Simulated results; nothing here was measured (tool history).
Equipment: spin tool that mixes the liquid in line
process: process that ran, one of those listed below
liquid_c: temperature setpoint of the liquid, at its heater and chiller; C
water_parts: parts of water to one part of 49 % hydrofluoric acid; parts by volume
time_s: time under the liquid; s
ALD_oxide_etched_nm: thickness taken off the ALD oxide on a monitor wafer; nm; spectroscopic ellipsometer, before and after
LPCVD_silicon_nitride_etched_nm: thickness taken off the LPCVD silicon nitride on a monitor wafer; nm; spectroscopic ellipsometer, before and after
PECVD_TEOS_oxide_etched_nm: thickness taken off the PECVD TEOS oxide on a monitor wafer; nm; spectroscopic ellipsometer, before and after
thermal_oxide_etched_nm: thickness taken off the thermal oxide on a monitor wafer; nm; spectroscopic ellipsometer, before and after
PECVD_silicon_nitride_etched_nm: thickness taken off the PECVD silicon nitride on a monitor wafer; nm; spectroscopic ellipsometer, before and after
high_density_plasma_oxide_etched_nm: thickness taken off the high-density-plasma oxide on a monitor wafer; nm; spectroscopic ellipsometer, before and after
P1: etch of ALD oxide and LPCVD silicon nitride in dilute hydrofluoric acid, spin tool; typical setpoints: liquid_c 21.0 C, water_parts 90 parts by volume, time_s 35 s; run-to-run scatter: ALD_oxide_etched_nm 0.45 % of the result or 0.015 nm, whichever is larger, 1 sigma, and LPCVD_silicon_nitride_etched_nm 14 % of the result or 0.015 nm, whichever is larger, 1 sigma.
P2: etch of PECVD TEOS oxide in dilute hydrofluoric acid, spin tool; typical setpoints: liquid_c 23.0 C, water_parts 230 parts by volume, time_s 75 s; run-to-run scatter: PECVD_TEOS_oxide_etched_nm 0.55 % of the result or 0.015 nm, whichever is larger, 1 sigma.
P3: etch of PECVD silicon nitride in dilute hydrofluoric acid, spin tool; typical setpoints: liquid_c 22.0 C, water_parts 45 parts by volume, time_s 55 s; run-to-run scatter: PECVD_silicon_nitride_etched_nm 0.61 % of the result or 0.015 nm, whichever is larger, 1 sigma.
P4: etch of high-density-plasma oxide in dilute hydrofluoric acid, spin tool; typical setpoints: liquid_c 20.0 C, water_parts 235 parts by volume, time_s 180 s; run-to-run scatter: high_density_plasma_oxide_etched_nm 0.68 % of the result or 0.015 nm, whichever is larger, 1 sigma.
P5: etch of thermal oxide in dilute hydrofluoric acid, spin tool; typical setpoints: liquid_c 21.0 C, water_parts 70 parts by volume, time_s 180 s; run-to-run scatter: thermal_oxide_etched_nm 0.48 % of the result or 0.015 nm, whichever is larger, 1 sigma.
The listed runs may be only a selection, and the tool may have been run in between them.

run   hour  process  liquid_c  water_parts  time_s  ALD_oxide_etched_nm  LPCVD_silicon_nitride_etched_nm  PECVD_TEOS_oxide_etched_nm  thermal_oxide_etched_nm  PECVD_silicon_nitride_etched_nm  high_density_plasma_oxide_etched_nm
  1   10.8       P1      21.0           90      35               6.6574                         0.234550
  2   18.1       P2      23.0          230      75                                                                            4.5900
  3   29.0       P5      21.0           70     180                                                                                                    12.0180
  4   44.4       P1      21.0           90      35               6.6819                         0.188250
  5   56.0       P3      18.0           45      55                                                                                                                                      3.5012
  6   65.5       P1      17.0           90      60               9.6101                         0.260870
  7   78.3       P1      21.0           90      35               6.6670                         0.226470
  8   91.9       P1      27.0           90      65              15.8520                         0.480120
  9  102.2       P1      21.0          150      35               3.7625                         0.135160
 10  115.9       P2      23.0           40      75                                                                           32.7600
 11  128.8       P5      21.0           70      20                                                                                                     1.2974
 12  143.1       P3      22.0           45      55                                                                                                                                      4.6035
     151.8  -- hydrofluoric acid flow meter replaced
 13  152.8       P1      21.0           90      35               6.6629                         0.177070
 14  160.5       P3      22.0           45      15                                                                                                                                      1.2841
 15  169.0       P4      20.0          235      60                                                                                                                                                                           1.2251
 16  184.2       P2      23.0          230     135                                                                            8.1490
 17  192.5       P4      17.0          235     180                                                                                                                                                                           3.1915
 18  204.0       P3      22.0           65      55                                                                                                                                      3.2343
 19  215.7       P2      27.0          230      75                                                                            5.2827
 20  224.5       P1      17.0           90      15               2.4166                         0.056292
 21  233.1       P1      21.0           90      60              11.3710                         0.291750
 22  247.3       P4      20.0          235     180                                                                                                                                                                           3.5281
 23  262.7       P5      21.0          100     180                                                                                                     8.0747
 24  277.0       P3      22.0           45      55                                                                                                                                      4.6129
 25  292.6       P1      21.0           20      35              32.9970                         0.823190
 26  304.8       P1      21.0           90      20               3.8064                         0.091252
 27  315.3       P1      17.0           90      35               5.6132                         0.101070
 28  324.4       P5      17.0           70     180                                                                                                    10.0890
 29  339.6       P1      26.5           90      35               8.2919                         0.235130
 30  353.8       P4      20.0          150     180                                                                                                                                                                           6.1302
 31  361.5       P1      21.0           90      35               6.7278                         0.218170
 32  371.1       P1      21.0           90      35               6.6274                         0.204760
 33  378.4       P1      21.0           90      35               6.5575                         0.209530
 34  386.0       P1      21.0           90      35               6.4107                         0.178300
 35  398.9       P1      21.0           90      35               6.2956                         0.155890
 36  409.7       P1      21.0           90      35               6.2454                         0.188260
 37  421.2       P1      21.0           90      35               6.2126                         0.160500
 38  429.9       P1      21.0           90      35               6.2497                         0.143380
 39  444.9       P1      21.0           90      35               6.1746                         0.121510

What P1 gives has crept off from where it sat before. The 2 causes that follow fit the log equally well, each at the size noted:
A: hydrofluoric acid flow below the setpoint (%) = 6.9
B: liquid colder than its thermometer reads (K) = 1.92
The creep began at about hour 371.1.

Below are 4 check runs, each averaged over 3 wafers, with their results shown as question marks. Which of them would give clearly different results depending on which cause is behind the drift?
check 1  459.9       P5      17.0           70     115                                                                                                          ?
check 2  459.9       P2      23.0           65     120                                                                                 ?
check 3  459.9       P3      22.0           60      20                                                                                                                                           ?
check 4  459.9       P4      17.0          235      70                                                                                                                                                                                ?

If the cause were each of the candidates in turn, the checks would give the following:
  check                               result     if A     if B
check 1              thermal_oxide_etched_nm   5.9656   5.9301
check 2           PECVD_TEOS_oxide_etched_nm  28.8710  28.8200
check 3      PECVD_silicon_nitride_etched_nm   1.1798   1.1091
check 4  high_density_plasma_oxide_etched_nm   1.1351   1.1474
Per-check spread between the two closest causes, in the result where they differ most: check 1 0.6 %; check 2 0.17 %; check 3 6.18 %; check 4 1.08 %
Check 3 is the one run that separates the causes; every other check would come out nearly the same whichever cause is at work.

Check 3 was then run and gave: PECVD_silicon_nitride_etched_nm 1.1007 nm. Which cause is it?

B is the cause: liquid colder than its thermometer reads (K).
